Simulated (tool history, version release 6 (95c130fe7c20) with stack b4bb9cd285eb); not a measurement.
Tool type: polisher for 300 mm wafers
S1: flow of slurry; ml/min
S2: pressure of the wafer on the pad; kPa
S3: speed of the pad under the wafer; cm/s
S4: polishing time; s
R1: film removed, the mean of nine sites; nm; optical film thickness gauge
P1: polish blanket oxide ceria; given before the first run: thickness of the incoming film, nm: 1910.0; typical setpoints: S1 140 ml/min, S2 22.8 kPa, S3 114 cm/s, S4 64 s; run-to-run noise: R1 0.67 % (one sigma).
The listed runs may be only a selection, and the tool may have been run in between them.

{"run": 1, "day": 0.396, "S1": 140, "S2": 22.8, "S3": 114, "S4": 64, "R1": 385.97}
{"run": 2, "day": 0.679, "S1": 90, "S2": 22.8, "S3": 114, "S4": 95, "R1": 531.33}
{"run": 3, "day": 0.962, "S1": 140, "S2": 22.8, "S3": 114, "S4": 64, "R1": 392.31}
{"run": 4, "day": 1.154, "S1": 195, "S2": 22.8, "S3": 114, "S4": 64, "R1": 418.16}
{"run": 5, "day": 1.333, "S1": 140, "S2": 22.8, "S3": 62, "S4": 64, "R1": 212.05}
{"run": 6, "day": 1.604, "S1": 140, "S2": 22.8, "S3": 114, "S4": 64, "R1": 389.16}
{"run": 7, "day": 1.825, "S1": 140, "S2": 28.3, "S3": 56, "S4": 64, "R1": 239.65}
{"run": 8, "day": 2.029, "S1": 140, "S2": 22.8, "S3": 114, "S4": 41, "R1": 249.49}
{"run": 9, "day": 2.221, "S1": 140, "S2": 22.8, "S3": 114, "S4": 90, "R1": 551.96}
{"day": 2.6, "done": "head pressure recalibrated"}
{"run": 10, "day": 2.6, "S1": 175, "S2": 22.8, "S3": 114, "S4": 35, "R1": 219.8}
{"run": 11, "day": 2.938, "S1": 140, "S2": 13.8, "S3": 114, "S4": 64, "R1": 238.55}
{"run": 12, "day": 3.167, "S1": 140, "S2": 22.8, "S3": 180, "S4": 64, "R1": 621.33}
{"run": 13, "day": 3.45, "S1": 140, "S2": 22.8, "S3": 114, "S4": 64, "R1": 392.69}
{"run": 14, "day": 3.788, "S1": 140, "S2": 22.8, "S3": 114, "S4": 64, "R1": 389.48}
{"run": 15, "day": 4.175, "S1": 140, "S2": 35.9, "S3": 114, "S4": 64, "R1": 617.31}
{"run": 16, "day": 4.512, "S1": 85, "S2": 22.8, "S3": 114, "S4": 64, "R1": 350.07}
{"run": 17, "day": 4.817, "S1": 140, "S2": 22.8, "S3": 114, "S4": 64, "R1": 391.66}
{"run": 18, "day": 5.192, "S1": 140, "S2": 22.8, "S3": 114, "S4": 64, "R1": 374.25}
{"run": 19, "day": 5.483, "S1": 140, "S2": 22.8, "S3": 114, "S4": 64, "R1": 361.83}

Estimate the outcome of run 20 from the log above:
{"run": 20, "day": 5.742, "S1": 140, "S2": 22.8, "S3": 114, "S4": 64, "R1": "?"}

R1: 358.00 nm

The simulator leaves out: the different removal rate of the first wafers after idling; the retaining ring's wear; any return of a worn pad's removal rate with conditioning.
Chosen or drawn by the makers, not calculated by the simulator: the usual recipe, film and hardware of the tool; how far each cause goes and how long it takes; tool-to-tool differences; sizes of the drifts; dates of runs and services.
